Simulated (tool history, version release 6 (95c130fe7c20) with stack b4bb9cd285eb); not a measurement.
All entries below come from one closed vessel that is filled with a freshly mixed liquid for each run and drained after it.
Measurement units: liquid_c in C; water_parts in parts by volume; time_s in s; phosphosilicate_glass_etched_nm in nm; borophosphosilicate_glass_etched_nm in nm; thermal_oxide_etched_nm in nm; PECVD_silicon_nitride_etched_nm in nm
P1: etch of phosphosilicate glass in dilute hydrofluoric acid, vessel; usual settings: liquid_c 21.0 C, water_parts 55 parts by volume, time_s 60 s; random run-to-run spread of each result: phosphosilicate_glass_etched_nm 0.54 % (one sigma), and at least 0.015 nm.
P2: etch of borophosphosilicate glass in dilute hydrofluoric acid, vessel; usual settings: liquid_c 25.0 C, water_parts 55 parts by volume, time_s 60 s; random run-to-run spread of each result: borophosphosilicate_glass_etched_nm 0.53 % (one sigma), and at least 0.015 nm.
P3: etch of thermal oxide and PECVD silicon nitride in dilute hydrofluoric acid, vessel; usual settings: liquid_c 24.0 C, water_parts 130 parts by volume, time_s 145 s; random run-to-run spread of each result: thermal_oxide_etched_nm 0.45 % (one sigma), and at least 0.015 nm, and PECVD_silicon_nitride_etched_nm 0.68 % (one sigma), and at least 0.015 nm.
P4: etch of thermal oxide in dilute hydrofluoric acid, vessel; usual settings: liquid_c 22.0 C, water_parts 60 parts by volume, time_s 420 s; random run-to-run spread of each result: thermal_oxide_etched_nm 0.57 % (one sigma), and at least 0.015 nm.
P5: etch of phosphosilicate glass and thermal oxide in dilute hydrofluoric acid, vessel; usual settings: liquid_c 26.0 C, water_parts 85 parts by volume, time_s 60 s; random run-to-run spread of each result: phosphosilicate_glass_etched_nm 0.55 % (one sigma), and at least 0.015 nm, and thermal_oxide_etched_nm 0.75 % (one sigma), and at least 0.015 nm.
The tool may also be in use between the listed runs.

run	day	process	liquid_c	water_parts	time_s	phosphosilicate_glass_etched_nm	borophosphosilicate_glass_etched_nm	thermal_oxide_etched_nm	PECVD_silicon_nitride_etched_nm
1	0.525	P1	21.0	55	60	101.670			
2	1.188	P2	25.0	55	60		31.585		
3	1.654	P1	21.0	20	60	292.070			
4	2.212	P2	25.0	90	60		18.376		
5	2.858	P3	17.0	130	145			3.8596	2.4766
6	3.192	P5	26.0	125	60	35.728		2.2761	
7	3.721	P2	25.0	55	60		31.849		
8	4.046	P1	21.0	55	60	102.390			
9	4.742	P1	28.0	55	60	136.130			
10	5.317	P3	24.0	130	145			5.0754	3.8988
11	5.917	P1	21.0	55	30	51.170			
12	6.583	P2	25.0	55	30		15.783		
13	6.942	P3	24.0	130	80			2.7944	2.2094
14	7.442	P5	26.0	85	60	55.722		3.5156	
15	8.138	P1	21.0	55	60	102.720			
16	8.646	P5	21.0	85	60	45.492		2.8570	
17	9.300	P5	26.0	85	95	88.718		5.6386	
18	9.675	P1	21.0	55	60	101.270			
19	10.150	P1	21.0	55	60	102.690			
20	10.738	P3	24.0	130	145			5.0884	3.9046
21	11.367	P2	17.0	55	60		22.565		
22	11.967	P1	17.0	55	60	85.856			
23	12.400	P4	17.0	60	420			28.3320	
24	13.100	P4	22.0	60	420			34.7960	
25	13.550	P4	22.0	60	35			2.9501	
26	14.088	P3	24.0	80	145			8.7609	6.3732
27	14.746	P1	21.0	55	60	102.810			
28	15.379	P1	17.0	30	60	162.810			
29	15.758	P1	21.0	55	105	177.280			
30	16.342	P1	24.5	20	60	337.440			
31	16.862	P1	21.0	80	60	67.980			
32	17.362	P4	22.0	35	420			62.0310	
33	17.942	P5	26.0	85	60	55.304		3.5510	
34	18.588	P1	21.0	55	60	101.980			
35	18.938	P1	21.0	55	60	100.830			
36	19.329	P1	21.0	55	60	97.236			
37	19.921	P1	21.0	55	60	96.346			
38	20.629	P1	21.0	55	60	94.954			
39	20.950	P1	21.0	55	60	94.621			
40	21.625	P1	21.0	55	60	94.090			
41	22.267	P1	21.0	55	60	95.108			

What P1 gives has crept off from where it sat before. The 2 causes that follow fit the log equally well, each at the size noted:
A: hydrofluoric acid flow below the setpoint (%) = 7.38
B: liquid colder than its thermometer reads (K) = 1.94
Onset of the creep was near day 18.588.

The 4 check runs listed below each average the results of 2 wafers, and their outcomes are marked with question marks. Under which run would the listed causes produce clearly different results?
check 1	22.908	P5	22.5	85	85	?		?	
check 2	22.908	P3	18.0	130	145			?	?
check 3	22.908	P4	17.0	60	70			?	
check 4	22.908	P2	20.0	55	30		?		

If the cause were each of the candidates in turn, the checks would give the following:
check	result	if A	if B
check 1	phosphosilicate_glass_etched_nm	62.835	63.175
check 1	thermal_oxide_etched_nm	4.0038	4.0254
check 2	thermal_oxide_etched_nm	3.6713	3.6962
check 2	PECVD_silicon_nitride_etched_nm	2.4444	2.3028
check 3	thermal_oxide_etched_nm	4.3653	4.3540
check 4	borophosphosilicate_glass_etched_nm	11.858	11.847
Gap, in per cent, between the two causes that each check separates least, read from the result that separates them most: check 1 0.54 %; check 2 5.96 %; check 3 0.26 %; check 4 0.09 %
The causes can be told apart only by check 2. The other checks would give nearly the same results under each of them.

Check 2 was then run and gave: thermal_oxide_etched_nm 3.6803 nm; PECVD_silicon_nitride_etched_nm 2.4469 nm. Which cause is it?

A is the cause: hydrofluoric acid flow below the setpoint (%).
